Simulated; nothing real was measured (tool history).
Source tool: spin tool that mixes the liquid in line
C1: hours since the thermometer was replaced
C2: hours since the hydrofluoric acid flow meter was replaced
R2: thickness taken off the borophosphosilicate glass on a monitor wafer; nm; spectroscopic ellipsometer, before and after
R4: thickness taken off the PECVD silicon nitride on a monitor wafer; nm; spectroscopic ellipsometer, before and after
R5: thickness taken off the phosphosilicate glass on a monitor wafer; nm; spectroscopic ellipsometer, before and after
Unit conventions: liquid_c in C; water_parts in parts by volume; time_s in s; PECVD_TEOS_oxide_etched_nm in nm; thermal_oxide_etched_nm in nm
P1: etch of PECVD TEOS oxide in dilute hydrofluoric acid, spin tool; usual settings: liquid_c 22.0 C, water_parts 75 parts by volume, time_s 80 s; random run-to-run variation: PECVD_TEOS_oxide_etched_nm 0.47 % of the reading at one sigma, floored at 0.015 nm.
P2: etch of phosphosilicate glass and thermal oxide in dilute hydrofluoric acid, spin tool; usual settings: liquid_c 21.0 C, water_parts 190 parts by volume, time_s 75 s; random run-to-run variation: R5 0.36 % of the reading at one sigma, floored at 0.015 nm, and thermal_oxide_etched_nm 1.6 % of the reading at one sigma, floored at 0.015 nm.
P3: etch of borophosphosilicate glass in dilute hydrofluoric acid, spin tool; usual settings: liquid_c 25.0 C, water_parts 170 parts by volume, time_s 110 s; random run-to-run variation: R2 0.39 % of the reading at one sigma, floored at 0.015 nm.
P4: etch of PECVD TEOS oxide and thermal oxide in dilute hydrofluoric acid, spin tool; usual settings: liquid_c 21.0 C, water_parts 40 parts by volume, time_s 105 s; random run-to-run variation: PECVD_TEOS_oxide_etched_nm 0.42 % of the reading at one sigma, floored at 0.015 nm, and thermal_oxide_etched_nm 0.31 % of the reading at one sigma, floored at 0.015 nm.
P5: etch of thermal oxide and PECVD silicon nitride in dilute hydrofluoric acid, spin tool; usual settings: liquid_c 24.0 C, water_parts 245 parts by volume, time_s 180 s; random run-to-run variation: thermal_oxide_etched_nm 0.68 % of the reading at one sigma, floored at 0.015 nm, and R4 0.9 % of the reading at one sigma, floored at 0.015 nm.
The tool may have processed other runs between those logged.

run 1 day=0.604 | process=P1 liquid_c=22.0 water_parts=75 time_s=80 | C1=498.9 C2=281.1 | PECVD_TEOS_oxide_etched_nm=16.9240
run 2 day=1.133 | process=P1 liquid_c=29.0 water_parts=75 time_s=80 | C1=511.6 C2=293.8 | PECVD_TEOS_oxide_etched_nm=21.9860
run 3 day=1.604 | process=P3 liquid_c=25.0 water_parts=170 time_s=110 | C1=522.9 C2=305.1 | R2=24.8190
run 4 day=2.204 | process=P5 liquid_c=24.0 water_parts=245 time_s=345 | C1=537.3 C2=319.5 | thermal_oxide_etched_nm=5.51780 R4=5.7834
run 5 day=2.767 | process=P3 liquid_c=25.0 water_parts=170 time_s=40 | C1=550.8 C2=333.0 | R2=9.0638
run 6 day=3.121 | process=P1 liquid_c=22.0 water_parts=125 time_s=80 | C1=559.3 C2=341.5 | PECVD_TEOS_oxide_etched_nm=9.4069
run 7 day=3.779 | process=P1 liquid_c=22.0 water_parts=75 time_s=35 | C1=575.1 C2=357.3 | PECVD_TEOS_oxide_etched_nm=7.3216
run 8 day=4.104 | process=P3 liquid_c=19.5 water_parts=170 time_s=110 | C1=582.9 C2=365.1 | R2=20.1000
run 9 day=4.667 | process=P2 liquid_c=21.0 water_parts=190 time_s=75 | C1=596.4 C2=378.6 | thermal_oxide_etched_nm=1.46020 R5=30.5140
run 10 day=5.350 | process=P2 liquid_c=17.0 water_parts=190 time_s=75 | C1=612.8 C2=395.0 | thermal_oxide_etched_nm=1.25420 R5=25.9050
run 11 day=5.854 | process=P3 liquid_c=25.0 water_parts=60 time_s=110 | C1=624.9 C2=407.1 | R2=80.8690
run 12 day=6.383 | process=P1 liquid_c=22.0 water_parts=75 time_s=80 | C1=637.6 C2=419.8 | PECVD_TEOS_oxide_etched_nm=16.9490
-- day=6.983 thermometer replaced
run 13 day=7.042 | process=P2 liquid_c=21.0 water_parts=190 time_s=15 | C1=1.5 C2=435.6 | thermal_oxide_etched_nm=0.27136 R5=6.1314
run 14 day=7.725 | process=P2 liquid_c=21.0 water_parts=40 time_s=75 | C1=17.9 C2=452.0 | thermal_oxide_etched_nm=8.31180 R5=171.4800
run 15 day=8.383 | process=P4 liquid_c=21.0 water_parts=20 time_s=105 | C1=33.7 C2=467.8 | PECVD_TEOS_oxide_etched_nm=103.5800 thermal_oxide_etched_nm=25.04100
run 16 day=8.729 | process=P1 liquid_c=22.0 water_parts=75 time_s=80 | C1=42.0 C2=476.1 | PECVD_TEOS_oxide_etched_nm=16.7770
run 17 day=9.408 | process=P4 liquid_c=21.0 water_parts=40 time_s=105 | C1=58.3 C2=492.4 | PECVD_TEOS_oxide_etched_nm=50.3650 thermal_oxide_etched_nm=12.15400
run 18 day=9.708 | process=P1 liquid_c=17.5 water_parts=75 time_s=80 | C1=65.5 C2=499.6 | PECVD_TEOS_oxide_etched_nm=13.9750
run 19 day=10.083 | process=P5 liquid_c=24.0 water_parts=245 time_s=180 | C1=74.5 C2=508.6 | thermal_oxide_etched_nm=2.84950 R4=3.0191
run 20 day=10.654 | process=P4 liquid_c=27.5 water_parts=40 time_s=105 | C1=88.2 C2=522.3 | PECVD_TEOS_oxide_etched_nm=66.0670 thermal_oxide_etched_nm=16.03000
run 21 day=11.025 | process=P1 liquid_c=22.0 water_parts=20 time_s=80 | C1=97.1 C2=531.2 | PECVD_TEOS_oxide_etched_nm=67.7990
run 22 day=11.500 | process=P4 liquid_c=21.0 water_parts=40 time_s=165 | C1=108.5 C2=542.6 | PECVD_TEOS_oxide_etched_nm=79.4780 thermal_oxide_etched_nm=19.20100
run 23 day=11.908 | process=P1 liquid_c=18.0 water_parts=25 time_s=80 | C1=118.3 C2=552.4 | PECVD_TEOS_oxide_etched_nm=44.7100
run 24 day=12.325 | process=P1 liquid_c=22.0 water_parts=75 time_s=80 | C1=128.3 C2=562.4 | PECVD_TEOS_oxide_etched_nm=16.9320
run 25 day=12.812 | process=P5 liquid_c=24.0 water_parts=440 time_s=180 | C1=140.0 C2=574.1 | thermal_oxide_etched_nm=1.33560 R4=1.7124
run 26 day=13.121 | process=P5 liquid_c=17.0 water_parts=245 time_s=180 | C1=147.4 C2=581.5 | thermal_oxide_etched_nm=2.20600 R4=1.9334
run 27 day=13.600 | process=P1 liquid_c=22.0 water_parts=75 time_s=125 | C1=158.9 C2=593.0 | PECVD_TEOS_oxide_etched_nm=26.2460
run 28 day=14.262 | process=P1 liquid_c=22.0 water_parts=75 time_s=80 | C1=174.8 C2=608.9 | PECVD_TEOS_oxide_etched_nm=16.9100
run 29 day=14.675 | process=P1 liquid_c=22.0 water_parts=75 time_s=80 | C1=184.7 C2=618.8 | PECVD_TEOS_oxide_etched_nm=16.7670
run 30 day=15.117 | process=P1 liquid_c=22.0 water_parts=75 time_s=80 | C1=195.3 C2=629.4 | PECVD_TEOS_oxide_etched_nm=17.3950
run 31 day=15.604 | process=P1 liquid_c=22.0 water_parts=75 time_s=80 | C1=207.0 C2=641.1 | PECVD_TEOS_oxide_etched_nm=17.9470
run 32 day=16.171 | process=P1 liquid_c=22.0 water_parts=75 time_s=80 | C1=220.6 C2=654.7 | PECVD_TEOS_oxide_etched_nm=18.2320
run 33 day=16.617 | process=P1 liquid_c=22.0 water_parts=75 time_s=80 | C1=231.3 C2=665.4 | PECVD_TEOS_oxide_etched_nm=18.3610
run 34 day=17.012 | process=P1 liquid_c=22.0 water_parts=75 time_s=80 | C1=240.8 C2=674.9 | PECVD_TEOS_oxide_etched_nm=18.5110
run 35 day=17.579 | process=P1 liquid_c=22.0 water_parts=75 time_s=80 | C1=254.4 C2=688.5 | PECVD_TEOS_oxide_etched_nm=18.5230
run 36 day=18.267 | process=P1 liquid_c=22.0 water_parts=75 time_s=80 | C1=270.9 C2=705.0 | PECVD_TEOS_oxide_etched_nm=18.6930

What P1 gives has crept away from where it was. These 2 causes fit the log equally well, each at the size given:
A: liquid hotter than its thermometer reads (K) = 2.43
B: hydrofluoric acid flow above the setpoint (%) = 9.48
At approximately day 14.675, the process output began to creep.

Each of the 4 check runs below uses one wafer; its results are left as question marks. Which run tells the causes apart?
run check 1 day=18.954 | process=P4 liquid_c=27.5 water_parts=40 time_s=105 | PECVD_TEOS_oxide_etched_nm=? thermal_oxide_etched_nm=?
run check 2 day=18.954 | process=P2 liquid_c=21.0 water_parts=55 time_s=30 | thermal_oxide_etched_nm=? R5=?
run check 3 day=18.954 | process=P3 liquid_c=25.0 water_parts=85 time_s=55 | R2=?
run check 4 day=18.954 | process=P5 liquid_c=18.5 water_parts=245 time_s=280 | thermal_oxide_etched_nm=? R4=?

What every check run would give for each of its results, assuming each possible cause in turn:
check=check_1 result=PECVD_TEOS_oxide_etched_nm if_A=72.5850 if_B=72.4630
check=check_1 result=thermal_oxide_etched_nm if_A=17.65300 if_B=17.62300
check=check_2 result=thermal_oxide_etched_nm if_A=2.58290 if_B=2.57080
check=check_2 result=R5 if_A=53.9690 if_B=53.7170
check=check_3 result=R2 if_A=30.3530 if_B=30.4940
check=check_4 result=thermal_oxide_etched_nm if_A=4.01840 if_B=4.09230
check=check_4 result=R4 if_A=3.8925 if_B=3.6280
Gap, in per cent, between the two causes that each check separates least, read from the result that separates them most: check 1 0.17 %; check 2 0.47 %; check 3 0.46 %; check 4 7.04 %
The other checks would show nearly matching results whichever cause is true, so check 4 is the only one that separates the causes.

After running check 4, the following was obtained: thermal_oxide_etched_nm 4.04760 nm; R4 3.5699 nm. Which cause does this point to?

Of the candidate causes, it is B: hydrofluoric acid flow above the setpoint (%).

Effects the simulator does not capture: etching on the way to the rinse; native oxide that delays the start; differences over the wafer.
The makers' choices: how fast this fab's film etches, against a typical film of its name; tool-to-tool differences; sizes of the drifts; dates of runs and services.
